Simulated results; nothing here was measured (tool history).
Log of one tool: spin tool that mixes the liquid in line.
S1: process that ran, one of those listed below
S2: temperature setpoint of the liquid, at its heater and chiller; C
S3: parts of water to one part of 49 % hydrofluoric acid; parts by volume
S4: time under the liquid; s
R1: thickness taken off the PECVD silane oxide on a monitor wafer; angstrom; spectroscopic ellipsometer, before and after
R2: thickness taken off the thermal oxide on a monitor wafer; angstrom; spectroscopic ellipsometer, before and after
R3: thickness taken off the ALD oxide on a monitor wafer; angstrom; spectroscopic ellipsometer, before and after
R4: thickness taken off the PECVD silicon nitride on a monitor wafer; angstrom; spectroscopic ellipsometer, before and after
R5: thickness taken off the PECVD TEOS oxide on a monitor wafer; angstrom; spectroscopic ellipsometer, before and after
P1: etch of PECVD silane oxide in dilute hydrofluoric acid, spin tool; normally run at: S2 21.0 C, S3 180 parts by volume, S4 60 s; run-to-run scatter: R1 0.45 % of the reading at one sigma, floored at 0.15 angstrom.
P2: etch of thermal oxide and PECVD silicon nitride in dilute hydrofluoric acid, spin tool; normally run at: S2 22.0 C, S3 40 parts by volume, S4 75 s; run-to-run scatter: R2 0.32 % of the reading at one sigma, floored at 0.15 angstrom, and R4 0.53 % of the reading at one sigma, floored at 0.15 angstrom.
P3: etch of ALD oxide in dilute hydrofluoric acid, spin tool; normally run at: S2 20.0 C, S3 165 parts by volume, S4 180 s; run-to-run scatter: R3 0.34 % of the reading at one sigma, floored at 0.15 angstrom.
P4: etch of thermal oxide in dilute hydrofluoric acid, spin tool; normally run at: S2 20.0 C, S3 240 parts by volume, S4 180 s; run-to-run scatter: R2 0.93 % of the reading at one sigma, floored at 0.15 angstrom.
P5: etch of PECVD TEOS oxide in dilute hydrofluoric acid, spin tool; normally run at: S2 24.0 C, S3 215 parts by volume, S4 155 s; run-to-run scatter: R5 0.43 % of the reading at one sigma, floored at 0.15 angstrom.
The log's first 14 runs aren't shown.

Run 15, hour 112.1: S1 P1, S2 26.0 C, S3 55 parts by volume, S4 60 s. Result: R1 603.310 angstrom.
Run 16, hour 119.5: S1 P4, S2 20.0 C, S3 240 parts by volume, S4 180 s. Result: R2 25.446 angstrom.
Run 17, hour 129.7: S1 P1, S2 21.0 C, S3 180 parts by volume, S4 60 s. Result: R1 130.900 angstrom.
Run 18, hour 135.5: S1 P5, S2 24.0 C, S3 215 parts by volume, S4 155 s. Result: R5 180.020 angstrom.
Run 19, hour 145.8: S1 P2, S2 22.0 C, S3 40 parts by volume, S4 75 s. Result: R2 81.372 angstrom, R4 90.267 angstrom.
Run 20, hour 156.5: S1 P1, S2 21.0 C, S3 280 parts by volume, S4 60 s. Result: R1 75.953 angstrom.
Run 21, hour 162.9: S1 P5, S2 31.0 C, S3 215 parts by volume, S4 155 s. Result: R5 229.360 angstrom.
Run 22, hour 169.6: S1 P5, S2 24.0 C, S3 385 parts by volume, S4 155 s. Result: R5 85.304 angstrom.
Run 23, hour 178.9: S1 P1, S2 21.0 C, S3 70 parts by volume, S4 60 s. Result: R1 375.860 angstrom.
Run 24, hour 188.9: S1 P1, S2 21.0 C, S3 180 parts by volume, S4 60 s. Result: R1 129.690 angstrom.
Run 25, hour 197.0: S1 P1, S2 21.0 C, S3 180 parts by volume, S4 25 s. Result: R1 54.563 angstrom.
Run 26, hour 203.2: S1 P3, S2 20.0 C, S3 165 parts by volume, S4 180 s. Result: R3 107.200 angstrom.
Run 27, hour 212.2: S1 P3, S2 20.0 C, S3 300 parts by volume, S4 180 s. Result: R3 52.302 angstrom.
Run 28, hour 219.9: S1 P3, S2 17.0 C, S3 165 parts by volume, S4 180 s. Result: R3 95.259 angstrom.
Run 29, hour 225.1: S1 P2, S2 29.5 C, S3 40 parts by volume, S4 75 s. Result: R2 110.410 angstrom, R4 149.950 angstrom.
Run 30, hour 232.1: S1 P1, S2 21.0 C, S3 180 parts by volume, S4 60 s. Result: R1 130.630 angstrom.
Run 31, hour 242.7: S1 P1, S2 21.0 C, S3 180 parts by volume, S4 60 s. Result: R1 135.240 angstrom.
Run 32, hour 250.8: S1 P1, S2 21.0 C, S3 180 parts by volume, S4 60 s. Result: R1 136.700 angstrom.
Run 33, hour 259.2: S1 P1, S2 21.0 C, S3 180 parts by volume, S4 60 s. Result: R1 138.720 angstrom.
Run 34, hour 268.1: S1 P1, S2 21.0 C, S3 180 parts by volume, S4 60 s. Result: R1 137.390 angstrom.
Run 35, hour 274.7: S1 P1, S2 21.0 C, S3 180 parts by volume, S4 60 s. Result: R1 139.700 angstrom.
Run 36, hour 281.2: S1 P1, S2 21.0 C, S3 180 parts by volume, S4 60 s. Result: R1 139.950 angstrom.
Run 37, hour 289.9: S1 P1, S2 21.0 C, S3 180 parts by volume, S4 60 s. Result: R1 140.050 angstrom.

Estimate the outcome of run 38 from the log above:
Run 38, hour 300.3: S1 P1, S2 21.0 C, S3 180 parts by volume, S4 60 s. Result: R1 ?.

Run 38 gave R1 139.310 angstrom.
